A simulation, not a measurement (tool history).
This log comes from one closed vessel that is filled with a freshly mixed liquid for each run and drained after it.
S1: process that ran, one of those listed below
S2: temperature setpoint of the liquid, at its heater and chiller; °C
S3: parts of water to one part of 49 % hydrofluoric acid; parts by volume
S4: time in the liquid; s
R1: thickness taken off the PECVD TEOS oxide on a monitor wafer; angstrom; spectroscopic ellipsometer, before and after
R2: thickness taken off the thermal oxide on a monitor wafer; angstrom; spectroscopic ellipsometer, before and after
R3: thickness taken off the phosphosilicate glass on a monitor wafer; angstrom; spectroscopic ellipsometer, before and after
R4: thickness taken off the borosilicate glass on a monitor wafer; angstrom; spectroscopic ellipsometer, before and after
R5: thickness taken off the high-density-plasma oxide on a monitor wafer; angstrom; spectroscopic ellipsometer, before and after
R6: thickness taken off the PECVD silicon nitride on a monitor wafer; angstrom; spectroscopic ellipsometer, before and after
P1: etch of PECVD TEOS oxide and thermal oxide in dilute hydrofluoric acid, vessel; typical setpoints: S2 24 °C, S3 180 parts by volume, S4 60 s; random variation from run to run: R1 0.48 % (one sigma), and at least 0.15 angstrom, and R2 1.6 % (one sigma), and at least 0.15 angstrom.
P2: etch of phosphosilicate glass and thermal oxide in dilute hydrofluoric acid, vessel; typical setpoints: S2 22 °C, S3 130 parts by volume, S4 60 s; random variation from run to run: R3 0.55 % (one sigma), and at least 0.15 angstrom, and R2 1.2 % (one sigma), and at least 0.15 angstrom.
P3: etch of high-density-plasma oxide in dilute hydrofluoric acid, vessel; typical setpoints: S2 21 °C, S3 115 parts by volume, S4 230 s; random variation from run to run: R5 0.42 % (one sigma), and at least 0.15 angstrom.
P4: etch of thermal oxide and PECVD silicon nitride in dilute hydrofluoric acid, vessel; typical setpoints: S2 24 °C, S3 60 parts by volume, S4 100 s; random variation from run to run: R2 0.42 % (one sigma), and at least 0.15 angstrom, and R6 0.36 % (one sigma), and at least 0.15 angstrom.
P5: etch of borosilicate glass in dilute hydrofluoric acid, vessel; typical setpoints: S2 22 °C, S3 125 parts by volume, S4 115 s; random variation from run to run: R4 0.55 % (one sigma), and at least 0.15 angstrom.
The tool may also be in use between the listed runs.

run     day  S1    S2   S3   S4      R1      R2      R3      R4      R5      R6
  1   0.342  P1    24  180   60  70.797   14.65
  2   1.067  P1    24  180   60  70.241  14.974
  3   1.621  P1    24  180   60   70.11  14.413
  4   2.192  P1    24   85   30  82.705  16.731
  5   2.579  P1    17  180   60  54.295  10.947
  6   3.179  P1    24  180  105  122.59  25.848
  7   3.867  P2    22  130   60          20.619  398.21
  8   4.438  P1    24  180   60  70.586  14.483
  9   5.154  P1    24  180   60  70.298  14.253
 10   5.521  P1    24  260   60  44.987  9.0921
 11   6.212  P5    22  125  115                          183.46
 12   6.729  P1    18  300   60  29.813  6.2404
 13   7.462  P1    24  180   60   70.18  14.775
 14   7.892  P2    22  130   60          20.176  393.47
 15   8.529  P1    24  180   30  35.414  7.4956
 16   8.933  P5    22  125  115                          183.16
 17   9.429  P3    21  115   30                                  14.348
 18   9.908  P1    24   95  110  272.94  55.176
 19  10.488  P5    22  125  180                          285.45
 20  11.075  P1    24   40   60  377.48  78.255
 21  11.546  P5    30  125  115                          250.78
 22  11.933  P5    22  220  115                          93.928
 23  12.533  P4    24  100  100          48.401                          57.536
 24  13.033  P1  31.5  180   60   91.67  19.069
 25  13.812  P4    24   60  100          84.703                          94.892
 26  14.375  P4    24   60   40          33.804                          37.456
 27  14.821  P3    17  115  230                                  95.502
 28  15.196  P3    21  185  230                                  64.621
 29  15.833  P2    22  215   60          11.121  220.57
 30  16.571  P2    17  130   60          16.469  326.59
 31      17  P4  18.5   60  100          66.893                          64.442
 32  17.375  P4    24   60  100          84.727                          94.727
 33  17.854  P3    21  115  230                                  111.42

Expected results for the next run?
 34  18.479  P2  22  130  30       ?   ?

{"run 34": {"R2": 10.287, "R3": 198.44}}
